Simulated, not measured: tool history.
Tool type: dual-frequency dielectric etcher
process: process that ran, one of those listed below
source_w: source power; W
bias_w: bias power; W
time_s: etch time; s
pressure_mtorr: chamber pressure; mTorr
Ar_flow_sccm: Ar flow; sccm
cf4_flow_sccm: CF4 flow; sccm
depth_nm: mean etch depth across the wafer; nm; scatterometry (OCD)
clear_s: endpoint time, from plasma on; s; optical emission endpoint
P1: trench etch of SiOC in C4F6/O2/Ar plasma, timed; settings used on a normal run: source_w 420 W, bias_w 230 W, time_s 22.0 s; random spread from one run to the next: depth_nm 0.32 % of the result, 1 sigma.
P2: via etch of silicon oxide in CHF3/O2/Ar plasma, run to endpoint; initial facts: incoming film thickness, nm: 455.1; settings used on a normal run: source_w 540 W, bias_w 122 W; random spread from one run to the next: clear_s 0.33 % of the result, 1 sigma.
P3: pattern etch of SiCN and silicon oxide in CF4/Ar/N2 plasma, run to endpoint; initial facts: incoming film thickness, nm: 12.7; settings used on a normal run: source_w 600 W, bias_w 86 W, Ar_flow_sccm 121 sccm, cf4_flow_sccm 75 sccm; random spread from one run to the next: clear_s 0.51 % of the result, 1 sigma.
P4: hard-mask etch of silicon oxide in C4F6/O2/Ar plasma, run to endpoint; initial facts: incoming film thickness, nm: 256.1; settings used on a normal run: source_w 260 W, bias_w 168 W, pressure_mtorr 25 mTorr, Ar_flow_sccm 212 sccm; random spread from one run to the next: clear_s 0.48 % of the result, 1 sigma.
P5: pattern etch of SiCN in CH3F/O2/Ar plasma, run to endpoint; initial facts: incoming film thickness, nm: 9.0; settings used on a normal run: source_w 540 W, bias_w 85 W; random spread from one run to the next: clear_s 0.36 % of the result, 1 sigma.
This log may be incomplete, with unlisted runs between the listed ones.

| run | day | process | source_w | bias_w | time_s | pressure_mtorr | Ar_flow_sccm | cf4_flow_sccm | hours since the last wet clean | hours since the last source power generator calibration | hours since the last bias power generator calibration | depth_nm | clear_s |
|---|---|---|---|---|---|---|---|---|---|---|---|---|---|
| 1 | 0.346 | P1 | 420 | 230 | 22.0 |  |  |  | 314.7 | 203.1 | 1370.1 | 48.166 |  |
| 2 | 0.679 | P4 | 260 | 168 |  | 25 | 212 |  | 322.7 | 211.1 | 1378.1 |  | 94.6460 |
| 3 | 1.304 | P5 | 540 | 63 |  |  |  |  | 337.7 | 226.1 | 1393.1 |  | 22.5700 |
| 4 | 1.900 | P1 | 420 | 311 | 22.0 |  |  |  | 352.0 | 240.4 | 1407.4 | 53.581 |  |
| 5 | 2.438 | P5 | 440 | 85 |  |  |  |  | 364.9 | 253.3 | 1420.3 |  | 22.0000 |
| 6 | 2.792 | P3 | 600 | 122 |  |  | 121 | 75 | 373.4 | 261.8 | 1428.8 |  | 9.5056 |
| 7 | 3.458 | P4 | 260 | 168 |  | 25 | 170 |  | 389.4 | 277.8 | 1444.8 |  | 91.4860 |
| 8 | 3.788 | P3 | 400 | 86 |  |  | 121 | 75 | 397.3 | 285.7 | 1452.7 |  | 15.2770 |
| 9 | 4.225 | P5 | 540 | 85 |  |  |  |  | 407.8 | 296.2 | 1463.2 |  | 20.4310 |
| 10 | 4.888 | P3 | 600 | 86 |  |  | 121 | 75 | 423.7 | 312.1 | 1479.1 |  | 10.7910 |
| 11 | 5.562 | P4 | 260 | 107 |  | 25 | 212 |  | 439.9 | 328.3 | 1495.3 |  | 108.7000 |
| 12 | 5.954 | P1 | 420 | 230 | 22.0 |  |  |  | 449.3 | 337.7 | 1504.7 | 48.567 |  |
| 13 | 6.412 | P1 | 420 | 230 | 28.5 |  |  |  | 460.3 | 348.7 | 1515.7 | 62.590 |  |
| 14 | 6.996 | P1 | 420 | 230 | 22.0 |  |  |  | 474.3 | 362.7 | 1529.7 | 48.254 |  |
| 15 | 7.692 | P2 | 730 | 122 |  |  |  |  | 491.0 | 379.4 | 1546.4 |  | 252.4400 |
| 16 | 8.254 | P1 | 420 | 230 | 22.0 |  |  |  | 504.5 | 392.9 | 1559.9 | 48.051 |  |
| 17 | 8.646 | P3 | 600 | 86 |  |  | 121 | 75 | 513.9 | 402.3 | 1569.3 |  | 10.7200 |
| 18 | 9.029 | P1 | 420 | 230 | 13.0 |  |  |  | 523.1 | 411.5 | 1578.5 | 28.610 |  |
| 19 | 9.375 | P3 | 600 | 86 |  |  | 165 | 75 | 531.4 | 419.8 | 1586.8 |  | 11.2280 |
| 20 | 10.042 | P1 | 310 | 230 | 22.0 |  |  |  | 547.4 | 435.8 | 1602.8 | 43.155 |  |
| 21 | 10.458 | P1 | 420 | 184 | 22.0 |  |  |  | 557.4 | 445.8 | 1612.8 | 44.694 |  |
| 22 | 11.067 | P1 | 510 | 230 | 22.0 |  |  |  | 572.0 | 460.4 | 1627.4 | 52.372 |  |
| 23 | 11.654 | P2 | 540 | 122 |  |  |  |  | 586.1 | 474.5 | 1641.5 |  | 283.7300 |
| 24 | 12.321 | P1 | 520 | 159 | 22.0 |  |  |  | 602.1 | 490.5 | 1657.5 | 46.778 |  |
| 25 | 12.900 | P1 | 420 | 230 | 22.0 |  |  |  | 616.0 | 504.4 | 1671.4 | 48.121 |  |
| 26 | 13.300 | P1 | 420 | 230 | 22.0 |  |  |  | 625.6 | 514.0 | 1681.0 | 48.245 |  |
| 27 | 13.708 | P2 | 540 | 83 |  |  |  |  | 635.4 | 523.8 | 1690.8 |  | 317.0300 |
| 28 | 14.350 | P1 | 420 | 230 | 22.0 |  |  |  | 650.8 | 539.2 | 1706.2 | 48.254 |  |
| 29 | 14.867 | P2 | 540 | 122 |  |  |  |  | 663.2 | 551.6 | 1718.6 |  | 284.5500 |
| 30 | 15.488 | P4 | 360 | 168 |  | 25 | 212 |  | 678.1 | 566.5 | 1733.5 |  | 82.5360 |
| 31 | 16.088 | P4 | 260 | 168 |  | 31 | 212 |  | 692.5 | 580.9 | 1747.9 |  | 96.6890 |
| 32 | 16.750 | P3 | 600 | 86 |  |  | 121 | 48 | 708.4 | 596.8 | 1763.8 |  | 11.5280 |
| 33 | 17.096 | P1 | 420 | 230 | 22.0 |  |  |  | 716.7 | 605.1 | 1772.1 | 48.240 |  |
| 34 | 17.433 | P1 | 420 | 230 | 22.0 |  |  |  | 724.8 | 613.2 | 1780.2 | 47.769 |  |
| 35 | 18.067 | P1 | 420 | 230 | 22.0 |  |  |  | 740.0 | 628.4 | 1795.4 | 47.420 |  |
| 36 | 18.621 | P1 | 420 | 230 | 22.0 |  |  |  | 753.3 | 641.7 | 1808.7 | 47.995 |  |
|  | 18.867 | wet clean of the chamber |
| 37 | 18.971 | P1 | 420 | 230 | 22.0 |  |  |  | 2.6 | 650.1 | 1817.1 | 47.587 |  |
| 38 | 19.429 | P1 | 420 | 230 | 22.0 |  |  |  | 13.6 | 661.1 | 1828.1 | 47.386 |  |

Run 39, settings as shown, results not yet in. Your forecast:
| 39 | 19.942 | P1 | 420 | 230 | 22.0 |  |  |  | 25.9 | 673.4 | 1840.4 | ? |  |

{"run 39": {"depth_nm": 47.422}}
